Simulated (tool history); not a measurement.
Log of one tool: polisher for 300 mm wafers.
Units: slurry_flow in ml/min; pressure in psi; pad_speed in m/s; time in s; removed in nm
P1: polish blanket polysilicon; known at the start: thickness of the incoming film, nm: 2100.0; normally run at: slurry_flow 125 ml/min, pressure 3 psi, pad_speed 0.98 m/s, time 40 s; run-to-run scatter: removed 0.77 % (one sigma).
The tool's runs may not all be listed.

| run | hour | slurry_flow | pressure | pad_speed | time | wafers polished on this pad | hours since the slurry nozzle was cleaned | hours since the head pressure was calibrated | removed |
|---|---|---|---|---|---|---|---|---|---|
| 1 | 8.9 | 125 | 3 | 0.98 | 40 | 388 | 123.7 | 233.6 | 371.1 |
| 2 | 19.5 | 125 | 4.5 | 0.98 | 40 | 543 | 134.3 | 244.2 | 567.52 |
| 3 | 25.9 | 75 | 3 | 1.5 | 40 | 636 | 140.7 | 250.6 | 492.63 |
| 4 | 31.4 | 125 | 2 | 0.98 | 40 | 716 | 146.2 | 256.1 | 248.81 |
| 5 | 40.4 | 125 | 3 | 0.56 | 20 | 848 | 155.2 | 265.1 | 105.46 |
| 6 | 47.8 | 125 | 3 | 1.36 | 40 | 955 | 162.6 | 272.5 | 521.98 |
| 7 | 53.4 | 125 | 3 | 0.98 | 40 | 1037 | 168.2 | 278.1 | 374.47 |
| 8 | 64.2 | 125 | 3 | 0.52 | 40 | 1195 | 179 | 288.9 | 196.17 |
| 9 | 71.9 | 125 | 3 | 0.98 | 40 | 1307 | 186.7 | 296.6 | 371.57 |
| 10 | 81.8 | 125 | 3 | 0.98 | 29 | 1451 | 196.6 | 306.5 | 271.99 |
| 11 | 90.8 | 75 | 3 | 0.98 | 40 | 1583 | 205.6 | 315.5 | 323.26 |
|  | 91.8 | slurry nozzle cleaned |
| 12 | 97.8 | 125 | 2 | 1.34 | 40 | 1685 | 6.1 | 322.5 | 339.89 |
| 13 | 108.1 | 125 | 3 | 0.98 | 63 | 1835 | 16.4 | 332.8 | 588.48 |
| 14 | 116.8 | 125 | 3 | 0.98 | 40 | 1962 | 25.1 | 341.5 | 367.12 |

Forecast run 15:
| 15 | 125.1 | 125 | 3 | 0.98 | 40 | 2083 | 33.4 | 349.8 | ? |

Run 15 gave removed 366.88 nm.

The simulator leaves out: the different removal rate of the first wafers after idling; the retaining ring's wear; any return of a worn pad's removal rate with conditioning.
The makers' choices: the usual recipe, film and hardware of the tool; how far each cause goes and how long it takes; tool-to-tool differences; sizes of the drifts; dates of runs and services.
